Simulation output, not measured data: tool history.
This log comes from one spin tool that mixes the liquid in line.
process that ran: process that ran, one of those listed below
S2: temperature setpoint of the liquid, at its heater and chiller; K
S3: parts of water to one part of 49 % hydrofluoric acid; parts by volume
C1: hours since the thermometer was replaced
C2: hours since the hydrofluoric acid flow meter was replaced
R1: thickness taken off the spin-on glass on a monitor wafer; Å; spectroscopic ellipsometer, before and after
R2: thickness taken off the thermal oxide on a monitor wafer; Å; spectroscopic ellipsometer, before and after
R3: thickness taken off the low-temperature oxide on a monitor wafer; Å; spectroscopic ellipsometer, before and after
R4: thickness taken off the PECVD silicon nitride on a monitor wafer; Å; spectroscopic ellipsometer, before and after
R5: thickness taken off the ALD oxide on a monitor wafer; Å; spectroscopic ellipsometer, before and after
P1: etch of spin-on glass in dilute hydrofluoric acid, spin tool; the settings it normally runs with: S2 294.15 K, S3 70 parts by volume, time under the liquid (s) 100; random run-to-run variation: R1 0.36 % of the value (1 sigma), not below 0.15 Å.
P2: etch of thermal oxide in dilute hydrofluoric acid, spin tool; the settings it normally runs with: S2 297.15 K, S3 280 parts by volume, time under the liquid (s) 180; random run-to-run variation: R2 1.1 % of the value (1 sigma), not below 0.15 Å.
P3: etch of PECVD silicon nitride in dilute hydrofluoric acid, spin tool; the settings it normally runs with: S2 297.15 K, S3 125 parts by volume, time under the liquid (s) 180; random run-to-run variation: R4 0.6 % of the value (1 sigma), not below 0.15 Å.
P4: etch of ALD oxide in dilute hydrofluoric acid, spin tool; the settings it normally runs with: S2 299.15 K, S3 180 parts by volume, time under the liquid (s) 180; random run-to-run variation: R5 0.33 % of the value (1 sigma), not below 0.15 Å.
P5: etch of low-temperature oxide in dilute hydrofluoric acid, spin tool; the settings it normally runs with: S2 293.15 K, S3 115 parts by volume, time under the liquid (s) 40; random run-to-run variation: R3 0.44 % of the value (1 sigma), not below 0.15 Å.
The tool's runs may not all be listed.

Run 1, hour 11.9: process that ran P1, S2 294.15 K, S3 70 parts by volume, time under the liquid (s) 100; C1 950.7; C2 1169.6. Result: R1 480.47 Å.
Run 2, hour 19.9: process that ran P1, S2 294.15 K, S3 70 parts by volume, time under the liquid (s) 100; C1 958.7; C2 1177.6. Result: R1 483.23 Å.
Run 3, hour 29.9: process that ran P1, S2 294.15 K, S3 70 parts by volume, time under the liquid (s) 100; C1 968.7; C2 1187.6. Result: R1 482.1 Å.
Run 4, hour 45.5: process that ran P1, S2 290.15 K, S3 70 parts by volume, time under the liquid (s) 100; C1 984.3; C2 1203.2. Result: R1 407.18 Å.
Run 5, hour 54.2: process that ran P2, S2 297.15 K, S3 280 parts by volume, time under the liquid (s) 180; C1 993; C2 1211.9. Result: R2 25.054 Å.
Run 6, hour 68.4: process that ran P5, S2 293.15 K, S3 205 parts by volume, time under the liquid (s) 40; C1 1007.2; C2 1226.1. Result: R3 45.51 Å.
Run 7, hour 83.2: process that ran P1, S2 294.15 K, S3 35 parts by volume, time under the liquid (s) 30; C1 1022; C2 1240.9. Result: R1 301.86 Å.
Run 8, hour 90.7: process that ran P5, S2 293.15 K, S3 115 parts by volume, time under the liquid (s) 15; C1 1029.5; C2 1248.4. Result: R3 33.594 Å.
Run 9, hour 103.8: process that ran P2, S2 302.65 K, S3 280 parts by volume, time under the liquid (s) 180; C1 1042.6; C2 1261.5. Result: R2 29.215 Å.
Run 10, hour 116.8: process that ran P1, S2 294.15 K, S3 70 parts by volume, time under the liquid (s) 100; C1 1055.6; C2 1274.5. Result: R1 484.01 Å.
Run 11, hour 128: process that ran P1, S2 299.65 K, S3 110 parts by volume, time under the liquid (s) 100; C1 1066.8; C2 1285.7. Result: R1 363.24 Å.
Run 12, hour 138.7: process that ran P3, S2 297.15 K, S3 125 parts by volume, time under the liquid (s) 180; C1 1077.5; C2 1296.4. Result: R4 55.778 Å.
Run 13, hour 154.1: process that ran P1, S2 294.15 K, S3 120 parts by volume, time under the liquid (s) 100; C1 1092.9; C2 1311.8. Result: R1 265.36 Å.
Run 14, hour 160.9: process that ran P1, S2 294.15 K, S3 20 parts by volume, time under the liquid (s) 100; C1 1099.7; C2 1318.6. Result: R1 1796.7 Å.
Run 15, hour 169.4: process that ran P5, S2 293.15 K, S3 115 parts by volume, time under the liquid (s) 40; C1 1108.2; C2 1327.1. Result: R3 89.123 Å.
Run 16, hour 178.2: process that ran P2, S2 297.15 K, S3 280 parts by volume, time under the liquid (s) 180; C1 1117; C2 1335.9. Result: R2 25.079 Å.
Run 17, hour 191.2: process that ran P1, S2 299.15 K, S3 70 parts by volume, time under the liquid (s) 100; C1 1130; C2 1348.9. Result: R1 595.22 Å.
Run 18, hour 200.7: process that ran P2, S2 297.15 K, S3 55 parts by volume, time under the liquid (s) 180; C1 1139.5; C2 1358.4. Result: R2 163.46 Å.
Run 19, hour 212.7: process that ran P3, S2 297.15 K, S3 125 parts by volume, time under the liquid (s) 345; C1 1151.5; C2 1370.4. Result: R4 106.11 Å.
Run 20, hour 225.7: process that ran P2, S2 297.15 K, S3 280 parts by volume, time under the liquid (s) 80; C1 1164.5; C2 1383.4. Result: R2 11.223 Å.
Run 21, hour 233.7: process that ran P4, S2 303.15 K, S3 180 parts by volume, time under the liquid (s) 180; C1 1172.5; C2 1391.4. Result: R5 214.6 Å.
Run 22, hour 244.1: process that ran P1, S2 294.15 K, S3 70 parts by volume, time under the liquid (s) 35; C1 1182.9; C2 1401.8. Result: R1 169 Å.
Run 23, hour 257: process that ran P4, S2 299.15 K, S3 180 parts by volume, time under the liquid (s) 60; C1 1195.8; C2 1414.7. Result: R5 61.624 Å.
Run 24, hour 265.4: process that ran P1, S2 294.15 K, S3 70 parts by volume, time under the liquid (s) 175; C1 1204.2; C2 1423.1. Result: R1 844.09 Å.
Run 25, hour 280.8: process that ran P1, S2 294.15 K, S3 45 parts by volume, time under the liquid (s) 20; C1 1219.6; C2 1438.5. Result: R1 154.36 Å.
Run 26, hour 289.6: process that ran P3, S2 290.15 K, S3 125 parts by volume, time under the liquid (s) 180; C1 1228.4; C2 1447.3. Result: R4 34.587 Å.
Run 27, hour 304.1: process that ran P4, S2 299.15 K, S3 180 parts by volume, time under the liquid (s) 180; C1 1242.9; C2 1461.8. Result: R5 185.22 Å.
Run 28, hour 312.2: process that ran P5, S2 290.15 K, S3 115 parts by volume, time under the liquid (s) 40; C1 1251; C2 1469.9. Result: R3 79.147 Å.
Run 29, hour 320.2: process that ran P3, S2 297.15 K, S3 55 parts by volume, time under the liquid (s) 180; C1 1259; C2 1477.9. Result: R4 124.47 Å.
Run 30, hour 331.7: process that ran P4, S2 299.15 K, S3 90 parts by volume, time under the liquid (s) 180; C1 1270.5; C2 1489.4. Result: R5 414.74 Å.
Run 31, hour 344.1: process that ran P1, S2 294.15 K, S3 70 parts by volume, time under the liquid (s) 100; C1 1282.9; C2 1501.8. Result: R1 485.74 Å.
Run 32, hour 355.2: process that ran P1, S2 294.15 K, S3 70 parts by volume, time under the liquid (s) 100; C1 1294; C2 1512.9. Result: R1 498.61 Å.
Run 33, hour 364.1: process that ran P1, S2 294.15 K, S3 70 parts by volume, time under the liquid (s) 100; C1 1302.9; C2 1521.8. Result: R1 503.28 Å.
Run 34, hour 374.8: process that ran P1, S2 294.15 K, S3 70 parts by volume, time under the liquid (s) 100; C1 1313.6; C2 1532.5. Result: R1 507.35 Å.
Run 35, hour 388.2: process that ran P1, S2 294.15 K, S3 70 parts by volume, time under the liquid (s) 100; C1 1327; C2 1545.9. Result: R1 510.1 Å.
Run 36, hour 397.1: process that ran P1, S2 294.15 K, S3 70 parts by volume, time under the liquid (s) 100; C1 1335.9; C2 1554.8. Result: R1 513.1 Å.
Run 37, hour 407.2: process that ran P1, S2 294.15 K, S3 70 parts by volume, time under the liquid (s) 100; C1 1346; C2 1564.9. Result: R1 517.88 Å.
Run 38, hour 415.8: process that ran P1, S2 294.15 K, S3 70 parts by volume, time under the liquid (s) 100; C1 1354.6; C2 1573.5. Result: R1 517.44 Å.
Run 39, hour 429: process that ran P1, S2 294.15 K, S3 70 parts by volume, time under the liquid (s) 100; C1 1367.8; C2 1586.7. Result: R1 516.42 Å.
Run 40, hour 441.8: process that ran P1, S2 294.15 K, S3 70 parts by volume, time under the liquid (s) 100; C1 1380.6; C2 1599.5. Result: R1 517.32 Å.
Run 41, hour 457.3: process that ran P1, S2 294.15 K, S3 70 parts by volume, time under the liquid (s) 100; C1 1396.1; C2 1615. Result: R1 520.16 Å.

Compared with where it was, what P1 gives has crept away. Each cause listed below fits the log as well as the rest, at the size given for it:
A: liquid hotter than its thermometer reads (K) = 1.77
B: hydrofluoric acid flow above the setpoint (%) = 6.94
The gradual shift began around hour 344.1.

Listed below are the offered check runs, one wafer per run, with question marks in place of results. For which of them would the causes give clearly different outcomes?
Run check 1, hour 472.8: process that ran P4, S2 299.15 K, S3 105 parts by volume, time under the liquid (s) 180. Result: R5 ?.
Run check 2, hour 472.8: process that ran P5, S2 290.15 K, S3 115 parts by volume, time under the liquid (s) 40. Result: R3 ?.
Run check 3, hour 472.8: process that ran P3, S2 290.15 K, S3 125 parts by volume, time under the liquid (s) 320. Result: R4 ?.
Run check 4, hour 472.8: process that ran P2, S2 297.15 K, S3 115 parts by volume, time under the liquid (s) 180. Result: R2 ?.

How each check would come out, cause by cause:
  check  result    if A    if B
check 1      R5  373.97  376.89
check 2      R3  84.516  84.624
check 3      R4  69.659  65.822
check 4      R2  77.584  78.152
Minimum pairwise separation of causes per check, each pair taken at its best-separating result: check 1 0.78 %; check 2 0.13 %; check 3 5.67 %; check 4 0.73 %
Check 3 is the one run that separates the causes; every other check would come out nearly the same whichever cause is at work.

The results of check 3 are: R4 70.227 Å. Based on these, which of the listed causes is it?

It is A: liquid hotter than its thermometer reads (K).
